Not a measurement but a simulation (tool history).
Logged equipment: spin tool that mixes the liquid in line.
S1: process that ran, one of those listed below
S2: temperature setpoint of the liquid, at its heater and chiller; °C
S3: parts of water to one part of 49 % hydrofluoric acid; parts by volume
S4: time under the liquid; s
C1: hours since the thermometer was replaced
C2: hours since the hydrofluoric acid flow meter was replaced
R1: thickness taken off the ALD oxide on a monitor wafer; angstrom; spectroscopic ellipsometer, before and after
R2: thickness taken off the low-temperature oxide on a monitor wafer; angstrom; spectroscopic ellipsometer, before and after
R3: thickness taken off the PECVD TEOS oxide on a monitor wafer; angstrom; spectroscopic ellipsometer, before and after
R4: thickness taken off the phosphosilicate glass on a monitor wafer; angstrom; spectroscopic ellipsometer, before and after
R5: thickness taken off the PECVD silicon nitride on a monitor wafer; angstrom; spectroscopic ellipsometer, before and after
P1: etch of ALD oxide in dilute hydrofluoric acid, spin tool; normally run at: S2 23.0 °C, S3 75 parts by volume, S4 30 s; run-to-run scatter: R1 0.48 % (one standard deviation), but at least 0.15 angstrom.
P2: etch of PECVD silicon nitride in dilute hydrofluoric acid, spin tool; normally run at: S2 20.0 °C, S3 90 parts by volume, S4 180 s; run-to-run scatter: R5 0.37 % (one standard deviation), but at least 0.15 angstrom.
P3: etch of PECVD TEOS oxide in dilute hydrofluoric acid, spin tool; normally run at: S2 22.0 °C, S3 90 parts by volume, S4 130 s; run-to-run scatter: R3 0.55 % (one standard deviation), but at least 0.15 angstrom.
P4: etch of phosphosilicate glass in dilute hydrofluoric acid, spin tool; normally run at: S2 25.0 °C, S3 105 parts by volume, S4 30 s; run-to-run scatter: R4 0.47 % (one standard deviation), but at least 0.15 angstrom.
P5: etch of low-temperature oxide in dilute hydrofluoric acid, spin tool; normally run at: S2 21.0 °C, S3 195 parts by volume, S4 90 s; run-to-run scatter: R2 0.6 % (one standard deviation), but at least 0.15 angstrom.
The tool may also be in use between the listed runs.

run	hour	S1	S2	S3	S4	C1	C2	R1	R2	R3	R4	R5
1	5.7	P1	23.0	75	30	147.7	502.8	127.960				
2	13.2	P1	23.0	75	15	155.2	510.3	63.286				
3	21.2	P1	23.0	75	30	163.2	518.3	126.890				
4	29.1	P1	23.0	75	30	171.1	526.2	127.690				
5	33.1	P1	17.5	20	30	175.1	530.2	402.740				
6	39.0	P1	27.5	75	30	181.0	536.1	152.730				
7	46.2	P5	21.0	195	90	188.2	543.3		48.673			
8	50.9	P1	23.0	140	30	192.9	548.0	63.128				
9	54.6	P3	22.0	90	15	196.6	551.7			18.419		
10	61.1	P5	21.0	195	90	203.1	558.2		49.849			
11	65.3	P4	25.0	50	30	207.3	562.4				402.540	
12	71.3	P2	20.0	45	180	213.3	568.4					130.610
13	77.4	P5	21.0	355	90	219.4	574.5		23.185			
14	83.4	P3	22.0	90	130	225.4	580.5			159.280		
15	91.0	P2	20.0	90	85	233.0	588.1					31.377
16	96.0	P3	22.0	90	130	238.0	593.1			160.780		
17	102.5	P4	25.0	105	30	244.5	599.6				176.710	
18	108.2	P3	17.0	90	130	250.2	605.3			129.560		
19	113.8	P1	23.0	75	30	255.8	610.9	126.780				
20	119.7	P5	21.0	195	165	261.7	616.8		91.110			
21	125.6	P4	18.0	105	30	267.6	622.7				134.490	
22	130.1	P1	23.0	75	30	272.1	627.2	127.630				
23	138.1	P4	25.0	105	15	280.1	635.2				89.689	
24	144.9	P2	20.0	90	180	286.9	642.0					66.641
25	149.7	P1	23.0	30	30	291.7	646.8	336.590				
26	156.8	P3	22.0	140	130	298.8	653.9			97.662		
27	164.5	P5	26.5	195	90	306.5	661.6		60.600			
# hour 164.7: hydrofluoric acid flow meter replaced
28	169.1	P1	23.0	75	50	311.1	4.5	209.750				
29	174.8	P1	19.5	75	55	316.8	10.2	202.940				
30	179.8	P2	17.0	90	180	321.8	15.2					53.936
31	183.6	P1	23.0	75	30	325.6	19.0	126.390				
32	188.6	P1	27.5	75	60	330.6	24.0	302.650				
33	195.9	P1	17.0	75	30	337.9	31.3	99.100				
34	200.4	P1	23.0	75	30	342.4	35.8	126.980				
35	204.7	P1	23.0	75	30	346.7	40.1	123.350				
36	211.5	P1	23.0	75	30	353.5	46.9	123.900				
37	215.9	P1	23.0	75	30	357.9	51.3	122.000				
38	223.4	P1	23.0	75	30	365.4	58.8	121.490				
39	228.5	P1	23.0	75	30	370.5	63.9	121.080				
40	233.7	P1	23.0	75	30	375.7	69.1	120.680				
41	238.9	P1	23.0	75	30	380.9	74.3	120.290				
42	242.6	P1	23.0	75	30	384.6	78.0	120.030				
43	250.3	P1	23.0	75	30	392.3	85.7	119.840				
44	253.9	P1	23.0	75	30	395.9	89.3	119.070				
45	259.0	P1	23.0	75	30	401.0	94.4	119.500				

P1 has crept away from where it was. The log is fitted equally well by each of these 2 causes, at the sizes shown:
A: liquid colder than its thermometer reads (K) = 1.41
B: hydrofluoric acid flow below the setpoint (%) = 5.11
Creep in the process output first set in at about hour 200.4.

Question marks stand in for the results of the 4 check runs listed below, each run on one wafer. Under which run would the listed causes show clearly different results?
check 1	264.1	P3	22.0	90	130					?		
check 2	264.1	P2	20.0	90	180							?
check 3	264.1	P5	21.0	195	90				?			
check 4	264.1	P4	25.0	105	30						?	

How each check would come out, cause by cause:
check	result	if A	if B
check 1	R3	151.080	150.990
check 2	R5	60.152	62.964
check 3	R2	46.804	46.405
check 4	R4	168.910	168.250
Per-check spread between the two closest causes, in the result where they differ most: check 1 0.06 %; check 2 4.57 %; check 3 0.86 %; check 4 0.39 %
The causes can be told apart only by check 2. The other checks would give nearly the same results under each of them.

Check 2 has now been run. It gave: R5 63.067 angstrom. Which of the candidate causes is it?

It was cause B: hydrofluoric acid flow below the setpoint (%).

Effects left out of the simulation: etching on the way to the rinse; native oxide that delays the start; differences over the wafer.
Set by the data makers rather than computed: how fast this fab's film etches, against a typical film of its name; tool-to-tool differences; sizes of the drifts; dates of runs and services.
